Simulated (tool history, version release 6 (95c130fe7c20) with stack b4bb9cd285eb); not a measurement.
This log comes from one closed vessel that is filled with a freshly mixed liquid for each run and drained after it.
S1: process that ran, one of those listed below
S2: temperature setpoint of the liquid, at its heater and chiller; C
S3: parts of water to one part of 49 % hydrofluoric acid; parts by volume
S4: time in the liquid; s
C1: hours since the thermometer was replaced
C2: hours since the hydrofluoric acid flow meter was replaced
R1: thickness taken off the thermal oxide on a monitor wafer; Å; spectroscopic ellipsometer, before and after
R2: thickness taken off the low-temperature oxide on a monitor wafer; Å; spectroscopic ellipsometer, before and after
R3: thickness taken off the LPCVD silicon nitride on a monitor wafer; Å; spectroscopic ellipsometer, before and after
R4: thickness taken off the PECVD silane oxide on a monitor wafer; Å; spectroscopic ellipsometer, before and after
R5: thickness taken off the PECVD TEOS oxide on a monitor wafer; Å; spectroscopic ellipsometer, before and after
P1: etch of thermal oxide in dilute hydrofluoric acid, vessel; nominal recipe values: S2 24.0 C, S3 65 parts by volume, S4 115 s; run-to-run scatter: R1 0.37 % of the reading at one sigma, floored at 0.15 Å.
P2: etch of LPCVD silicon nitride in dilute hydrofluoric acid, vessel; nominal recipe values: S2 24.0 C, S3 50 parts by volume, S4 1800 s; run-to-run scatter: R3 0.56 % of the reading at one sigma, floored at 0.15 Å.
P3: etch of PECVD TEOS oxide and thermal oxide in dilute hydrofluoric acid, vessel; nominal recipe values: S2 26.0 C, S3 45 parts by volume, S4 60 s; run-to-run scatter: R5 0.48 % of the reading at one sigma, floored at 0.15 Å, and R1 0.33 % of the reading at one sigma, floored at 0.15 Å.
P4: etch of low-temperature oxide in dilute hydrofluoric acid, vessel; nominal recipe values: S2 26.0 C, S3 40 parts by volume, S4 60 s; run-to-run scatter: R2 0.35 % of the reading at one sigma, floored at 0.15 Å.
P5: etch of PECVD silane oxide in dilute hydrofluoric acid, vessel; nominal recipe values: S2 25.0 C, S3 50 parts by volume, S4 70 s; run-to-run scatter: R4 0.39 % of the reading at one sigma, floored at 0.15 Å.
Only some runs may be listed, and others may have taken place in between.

run     day  S1    S2   S3    S4     C1      C2       R1      R2       R3      R4      R5
  1   0.642  P1  24.0   65   115  431.3  1332.3   80.298
  2   1.296  P4  26.0   40    30  447.0  1348.0           290.50
  3   1.650  P1  24.0   65   115  455.5  1356.5   80.394
      1.821  -- hydrofluoric acid flow meter replaced
  4   2.146  P4  26.0   40    60  467.4     7.9           585.49
  5   2.862  P2  24.0   50  3170  484.6    25.1                   298.630
  6   3.346  P5  25.0   50    70  496.2    36.7                            260.97
  7   3.917  P5  25.0   50    70  509.9    50.4                            261.93
  8   4.354  P5  25.0   50   130  520.4    60.9                            483.69
  9   4.942  P1  24.0   65    30  534.5    75.0   21.141
 10   5.417  P3  19.0   45    60  545.9    86.4   55.275                           187.81
 11   5.912  P1  24.0   65   115  557.8    98.3   80.393
 12   6.512  P1  24.0   40    30  572.2   112.7   35.484
 13   7.162  P2  24.0   50  1800  587.8   128.3                   170.420
 14   7.779  P1  24.0  100   115  602.6   143.1   50.139
 15   8.425  P1  24.0   65   115  618.1   158.6   80.680
 16   9.008  P3  26.0   25    60  632.1   172.6  136.960                           464.65
 17   9.567  P1  24.0   45   115  645.5   186.0  119.340
 18   9.917  P1  29.5   65    65  653.9   194.4   56.561
 19  10.450  P5  32.5   50    70  666.7   207.2                            353.28
 20  11.025  P5  25.0   70    70  680.5   221.0                            182.06
 21  11.404  P1  24.0   65   115  689.6   230.1   80.881
 22  11.871  P2  24.0   90  1800  700.8   241.3                    95.856
 23  12.583  P4  26.0   60    60  717.9   258.4           379.71
 24  12.962  P1  24.0   65   115  727.0   267.5   81.323

Run 25 comes next. What will it give?
 25  13.421  P3  26.0  45  30  738.0  278.5   ?               ?

Run 25 measured R1 36.784 Å, R5 126.08 Å.
